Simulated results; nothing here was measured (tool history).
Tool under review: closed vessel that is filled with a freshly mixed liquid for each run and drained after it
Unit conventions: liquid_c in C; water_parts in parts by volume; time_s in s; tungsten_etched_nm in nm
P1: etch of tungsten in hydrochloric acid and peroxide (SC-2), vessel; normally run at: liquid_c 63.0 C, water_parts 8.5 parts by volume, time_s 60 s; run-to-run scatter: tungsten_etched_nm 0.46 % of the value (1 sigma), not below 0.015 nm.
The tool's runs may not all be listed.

run  hour  liquid_c  water_parts  time_s  tungsten_etched_nm
  1   2.7      63.0          8.5      60              35.360
  2   6.4      63.0          8.5      60              35.161
  3   9.7      63.0          8.5      30              17.830
  4  12.3      63.0          8.5      60              35.526
     14.8  -- thermometer replaced
  5  16.5      63.0          8.5     110              65.232
  6  19.4      63.0          8.5      60              35.449
  7  22.3      63.0          8.5      60              35.364
  8  26.7      46.5          8.5      60              12.061
  9  30.2      63.0          8.5      60              35.424
 10  33.3      63.0          4.5      30              28.770
     35.8  -- new drum of peroxide connected
 11  37.0      63.0          4.0      60              61.944
 12  40.9      63.0          8.5      60              35.261
 13  43.1      63.0         12.5      85              36.316
 14  46.6      63.0         12.0      60              26.690

For run 15, what comes out?
 15  50.3      72.0          8.5      60                   ?

Run 15 gave tungsten_etched_nm 60.688 nm.
